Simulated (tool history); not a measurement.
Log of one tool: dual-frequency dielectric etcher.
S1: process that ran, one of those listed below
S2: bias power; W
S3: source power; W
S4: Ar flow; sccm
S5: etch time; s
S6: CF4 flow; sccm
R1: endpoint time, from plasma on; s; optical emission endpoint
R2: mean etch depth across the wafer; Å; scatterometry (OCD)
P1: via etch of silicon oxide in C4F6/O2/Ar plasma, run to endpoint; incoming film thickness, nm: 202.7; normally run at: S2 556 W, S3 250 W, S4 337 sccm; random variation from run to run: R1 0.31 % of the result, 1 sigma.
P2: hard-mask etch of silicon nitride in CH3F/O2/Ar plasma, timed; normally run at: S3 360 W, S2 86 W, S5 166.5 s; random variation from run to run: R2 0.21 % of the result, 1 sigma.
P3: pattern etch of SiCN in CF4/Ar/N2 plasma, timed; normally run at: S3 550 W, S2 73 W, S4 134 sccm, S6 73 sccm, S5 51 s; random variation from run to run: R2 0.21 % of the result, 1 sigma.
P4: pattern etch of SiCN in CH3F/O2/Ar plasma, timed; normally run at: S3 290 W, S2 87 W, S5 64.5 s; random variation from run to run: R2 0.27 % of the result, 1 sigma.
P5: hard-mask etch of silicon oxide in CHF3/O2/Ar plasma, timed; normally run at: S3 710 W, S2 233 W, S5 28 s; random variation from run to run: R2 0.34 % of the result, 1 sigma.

| run | day | S1 | S2 | S3 | S4 | S5 | S6 | R1 | R2 |
|---|---|---|---|---|---|---|---|---|---|
| 1 | 0.475 | P1 | 556 | 250 | 337 |  |  | 51.655 |  |
| 2 | 0.758 | P1 | 556 | 250 | 337 |  |  | 51.762 |  |
| 3 | 1.342 | P1 | 667 | 190 | 337 |  |  | 53.502 |  |
| 4 | 1.625 | P1 | 556 | 250 | 337 |  |  | 51.768 |  |
| 5 | 2.208 | P1 | 556 | 300 | 337 |  |  | 48.41 |  |
| 6 | 2.554 | P1 | 556 | 250 | 337 |  |  | 51.845 |  |
| 7 | 3.125 | P2 | 86 | 460 |  | 166.5 |  |  | 1312.4 |
| 8 | 3.754 | P1 | 556 | 250 | 337 |  |  | 51.684 |  |
| 9 | 4.046 | P1 | 784 | 250 | 337 |  |  | 45.394 |  |
| 10 | 4.567 | P3 | 73 | 550 | 134 | 51 | 73 |  | 519.47 |
| 11 | 4.975 | P4 | 87 | 380 |  | 64.5 |  |  | 265.45 |
| 12 | 5.267 | P1 | 556 | 250 | 413 |  |  | 52.697 |  |
| 13 | 5.846 | P5 | 171 | 710 |  | 28 |  |  | 589.13 |
| 14 | 6.308 | P2 | 69 | 360 |  | 166.5 |  |  | 1108.5 |
| 15 | 6.75 | P1 | 556 | 250 | 337 |  |  | 52.179 |  |
| 16 | 7.362 | P5 | 233 | 710 |  | 28 |  |  | 651.06 |
| 17 | 7.975 | P1 | 556 | 250 | 337 |  |  | 51.754 |  |
| 18 | 8.271 | P5 | 233 | 960 |  | 28 |  |  | 736.3 |
| 19 | 8.704 | P1 | 382 | 250 | 337 |  |  | 59.603 |  |
| 20 | 9.304 | P4 | 87 | 290 |  | 64.5 |  |  | 241.55 |
| 21 | 9.658 | P4 | 87 | 290 |  | 35.5 |  |  | 132.03 |
|  | 10.083 | bias power generator calibrated |
| 22 | 10.267 | P5 | 233 | 710 |  | 36.5 |  |  | 845.55 |
| 23 | 10.638 | P3 | 54 | 550 | 134 | 51 | 73 |  | 467.14 |
| 24 | 10.967 | P2 | 86 | 360 |  | 166.5 |  |  | 1198.5 |
| 25 | 11.292 | P3 | 73 | 550 | 134 | 28 | 73 |  | 285.44 |
| 26 | 11.6 | P1 | 556 | 170 | 337 |  |  | 59.311 |  |
| 27 | 12.042 | P2 | 86 | 360 |  | 97 |  |  | 699.67 |
|  | 12.258 | Ar flow controller replaced |
| 28 | 12.646 | P3 | 73 | 700 | 134 | 51 | 73 |  | 640.79 |
| 29 | 13.142 | P3 | 73 | 550 | 134 | 51 | 46 |  | 479.49 |
| 30 | 13.721 | P3 | 73 | 550 | 175 | 51 | 73 |  | 496.56 |
| 31 | 14.129 | P4 | 110 | 290 |  | 64.5 |  |  | 262.35 |
| 32 | 14.729 | P1 | 556 | 250 | 221 |  |  | 49.548 |  |

The next listed run, before its measurement:
| 33 | 15.233 | P1 | 556 | 250 | 337 |  |  | ? |  |

Run 33 gave R1 51.907 s.
